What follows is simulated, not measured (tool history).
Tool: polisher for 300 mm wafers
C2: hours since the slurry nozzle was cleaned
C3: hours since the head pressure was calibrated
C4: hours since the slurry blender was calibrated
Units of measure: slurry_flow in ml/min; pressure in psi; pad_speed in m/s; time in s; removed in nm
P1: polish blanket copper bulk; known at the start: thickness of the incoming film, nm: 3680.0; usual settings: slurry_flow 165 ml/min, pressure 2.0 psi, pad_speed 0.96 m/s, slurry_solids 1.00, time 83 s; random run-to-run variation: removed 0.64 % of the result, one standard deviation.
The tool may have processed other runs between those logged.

run 1 day=0.217 | slurry_flow=165 pressure=2.0 pad_speed=0.96 slurry_solids=1.00 time=83 | wafers_polished_on_this_pad=600 C2=261.2 C3=303.1 C4=114.3 | removed=469.57
run 2 day=0.450 | slurry_flow=165 pressure=2.0 pad_speed=0.96 slurry_solids=1.00 time=52 | wafers_polished_on_this_pad=639 C2=266.8 C3=308.7 C4=119.9 | removed=290.56
run 3 day=0.642 | slurry_flow=165 pressure=2.0 pad_speed=0.96 slurry_solids=1.00 time=83 | wafers_polished_on_this_pad=671 C2=271.4 C3=313.3 C4=124.5 | removed=467.10
run 4 day=0.888 | slurry_flow=165 pressure=2.0 pad_speed=0.96 slurry_solids=1.20 time=61 | wafers_polished_on_this_pad=713 C2=277.3 C3=319.2 C4=130.4 | removed=352.71
run 5 day=1.050 | slurry_flow=165 pressure=2.0 pad_speed=0.96 slurry_solids=1.00 time=83 | wafers_polished_on_this_pad=740 C2=281.2 C3=323.1 C4=134.3 | removed=464.51
run 6 day=1.358 | slurry_flow=165 pressure=2.0 pad_speed=0.72 slurry_solids=1.00 time=83 | wafers_polished_on_this_pad=792 C2=288.6 C3=330.5 C4=141.7 | removed=351.19
run 7 day=1.704 | slurry_flow=110 pressure=2.0 pad_speed=0.96 slurry_solids=1.00 time=83 | wafers_polished_on_this_pad=850 C2=296.9 C3=338.8 C4=150.0 | removed=430.06
-- day=1.892 slurry nozzle cleaned
run 8 day=1.904 | slurry_flow=165 pressure=3.1 pad_speed=0.96 slurry_solids=1.00 time=83 | wafers_polished_on_this_pad=884 C2=0.4 C3=343.6 C4=154.8 | removed=724.17
run 9 day=2.150 | slurry_flow=165 pressure=1.0 pad_speed=0.96 slurry_solids=1.00 time=83 | wafers_polished_on_this_pad=925 C2=6.3 C3=349.5 C4=160.7 | removed=231.97
run 10 day=2.383 | slurry_flow=165 pressure=2.0 pad_speed=0.96 slurry_solids=1.35 time=83 | wafers_polished_on_this_pad=965 C2=11.9 C3=355.1 C4=166.3 | removed=499.66
run 11 day=2.596 | slurry_flow=165 pressure=2.0 pad_speed=0.96 slurry_solids=1.00 time=129 | wafers_polished_on_this_pad=1000 C2=17.0 C3=360.2 C4=171.4 | removed=727.10
run 12 day=2.888 | slurry_flow=165 pressure=2.8 pad_speed=0.58 slurry_solids=1.00 time=83 | wafers_polished_on_this_pad=1050 C2=24.0 C3=367.2 C4=178.4 | removed=392.35
run 13 day=3.046 | slurry_flow=165 pressure=2.0 pad_speed=0.96 slurry_solids=0.55 time=83 | wafers_polished_on_this_pad=1076 C2=27.8 C3=371.0 C4=182.2 | removed=412.28
run 14 day=3.208 | slurry_flow=260 pressure=2.0 pad_speed=0.96 slurry_solids=1.00 time=83 | wafers_polished_on_this_pad=1104 C2=31.7 C3=374.9 C4=186.1 | removed=492.58
run 15 day=3.458 | slurry_flow=165 pressure=2.0 pad_speed=0.96 slurry_solids=1.00 time=83 | wafers_polished_on_this_pad=1146 C2=37.7 C3=380.9 C4=192.1 | removed=466.72
run 16 day=3.775 | slurry_flow=165 pressure=2.0 pad_speed=1.28 slurry_solids=1.00 time=83 | wafers_polished_on_this_pad=1199 C2=45.3 C3=388.5 C4=199.7 | removed=630.22
run 17 day=3.996 | slurry_flow=165 pressure=2.0 pad_speed=0.96 slurry_solids=1.00 time=83 | wafers_polished_on_this_pad=1236 C2=50.6 C3=393.8 C4=205.0 | removed=463.24
run 18 day=4.204 | slurry_flow=165 pressure=2.0 pad_speed=0.96 slurry_solids=1.00 time=83 | wafers_polished_on_this_pad=1272 C2=55.6 C3=398.8 C4=210.0 | removed=450.19
run 19 day=4.379 | slurry_flow=165 pressure=2.0 pad_speed=0.96 slurry_solids=1.00 time=83 | wafers_polished_on_this_pad=1301 C2=59.8 C3=403.0 C4=214.2 | removed=439.47
run 20 day=4.588 | slurry_flow=165 pressure=2.0 pad_speed=0.96 slurry_solids=1.00 time=83 | wafers_polished_on_this_pad=1336 C2=64.8 C3=408.0 C4=219.2 | removed=434.69

For run 21, what comes out?
-- day=4.788 worn pad replaced by a new one
run 21 day=4.875 | slurry_flow=165 pressure=2.0 pad_speed=0.96 slurry_solids=1.00 time=83 | wafers_polished_on_this_pad=15 C2=71.7 C3=414.9 C4=226.1 | removed=?

{"run 21": {"removed": 433.78}}
